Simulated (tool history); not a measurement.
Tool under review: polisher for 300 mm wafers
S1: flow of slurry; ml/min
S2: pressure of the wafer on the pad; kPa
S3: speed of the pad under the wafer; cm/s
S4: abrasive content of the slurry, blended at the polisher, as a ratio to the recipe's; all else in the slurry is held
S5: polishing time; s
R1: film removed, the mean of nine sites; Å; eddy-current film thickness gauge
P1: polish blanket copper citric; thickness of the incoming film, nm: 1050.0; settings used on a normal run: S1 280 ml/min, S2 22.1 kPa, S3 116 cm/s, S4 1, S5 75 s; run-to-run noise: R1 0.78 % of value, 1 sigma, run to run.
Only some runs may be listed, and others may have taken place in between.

| run | hour | S1 | S2 | S3 | S4 | S5 | R1 |
|---|---|---|---|---|---|---|---|
| 1 | 13.6 | 280 | 22.1 | 116 | 1 | 75 | 1695.8 |
|  | 22.4 | slurry blender recalibrated |
| 2 | 23.7 | 280 | 22.1 | 116 | 1 | 75 | 1672.9 |
| 3 | 39.1 | 280 | 22.1 | 116 | 1.5 | 75 | 1851.3 |
| 4 | 46.7 | 280 | 22.1 | 116 | 1 | 75 | 1676.6 |
| 5 | 63 | 170 | 22.1 | 116 | 1 | 75 | 1600.6 |
| 6 | 75.4 | 280 | 22.1 | 116 | 0.6 | 75 | 1507 |
| 7 | 83 | 280 | 22.1 | 60 | 1 | 75 | 876.43 |
| 8 | 98.3 | 280 | 34.5 | 116 | 1 | 75 | 2591.1 |
| 9 | 112.5 | 280 | 22.1 | 116 | 1 | 115 | 2625.5 |
| 10 | 120.6 | 280 | 22.1 | 116 | 1 | 75 | 1707.3 |
| 11 | 135.9 | 280 | 10.3 | 116 | 1 | 75 | 806.4 |
| 12 | 152.1 | 280 | 22.1 | 116 | 1 | 75 | 1704.8 |
| 13 | 165.3 | 170 | 22.1 | 168 | 1 | 75 | 2255.9 |
| 14 | 177.5 | 280 | 22.1 | 116 | 1 | 34 | 774.24 |
| 15 | 189.7 | 280 | 22.1 | 116 | 1 | 75 | 1673.1 |
| 16 | 198.6 | 280 | 22.1 | 178 | 1 | 75 | 2578.9 |
| 17 | 207.3 | 425 | 22.1 | 116 | 1 | 75 | 1750 |
| 18 | 223 | 280 | 22.1 | 116 | 1 | 75 | 1680 |
| 19 | 236.4 | 280 | 22.1 | 116 | 1 | 75 | 1657.2 |
| 20 | 252.2 | 280 | 22.1 | 116 | 1 | 75 | 1640.5 |
| 21 | 261.7 | 280 | 22.1 | 116 | 1 | 75 | 1663.9 |
| 22 | 276.9 | 280 | 22.1 | 116 | 1 | 75 | 1630.5 |
| 23 | 290.9 | 280 | 22.1 | 116 | 1 | 75 | 1606.5 |
|  | 301.8 | head pressure recalibrated |
| 24 | 304.4 | 280 | 22.1 | 116 | 1 | 75 | 1595.6 |
|  | 308.8 | worn pad replaced by a new one |
| 25 | 314.2 | 280 | 22.1 | 116 | 1 | 75 | 1591.1 |
| 26 | 323.7 | 280 | 22.1 | 116 | 1 | 75 | 1605.3 |
| 27 | 339.7 | 280 | 22.1 | 116 | 1 | 75 | 1603.6 |
| 28 | 355 | 280 | 22.1 | 116 | 1 | 75 | 1604.4 |
| 29 | 362.7 | 280 | 22.1 | 116 | 1 | 75 | 1605.6 |

What P1 gives has crept away from where it was. These 2 causes fit the log equally well, each at the size given:
A: slurry flow missing at the pad, % = 37
B: abrasive missing from the slurry, % = 23.1
The gradual shift began around hour 223.
Excluded causes, each with its reason:
removal rate lost through wear of the pad, %: serviced after onset, at hour 308.8, with no recovery of the prior output
head's pressure below its setpoint, %: serviced after onset, at hour 301.8, with no recovery of the prior output

You are offered 4 check runs, listed below with question marks in place of their results; each one averages 3 wafers. Which run separates the listed causes by giving clearly different results for each?
| check 1 | 370.4 | 170 | 22.1 | 178 | 1 | 75 | ? |
| check 2 | 370.4 | 280 | 22.1 | 116 | 1.45 | 38 | ? |
| check 3 | 370.4 | 280 | 32.4 | 170 | 1 | 75 | ? |
| check 4 | 370.4 | 280 | 22.1 | 68 | 1 | 52 | ? |

Predicted outcomes, by check and by cause:
| check | result | if A | if B |
|---|---|---|---|
| check 1 | R1 | 2219.4 | 2293.6 |
| check 2 | R1 | 879.13 | 877.02 |
| check 3 | R1 | 3407 | 3407.2 |
| check 4 | R1 | 659.08 | 659.12 |
Per check, the gap between the least separated pair of causes, taken in the result that splits them most: check 1 3.29 %; check 2 0.24 %; check 3 0.01 %; check 4 0.01 %
Check 1 distinguishes between the causes, while the remaining checks would return nearly the same result for all of them.

Then check 1 was run and gave: R1 2226.8 Å. Which cause is it?

The correct cause is A, namely: slurry flow missing at the pad, %.
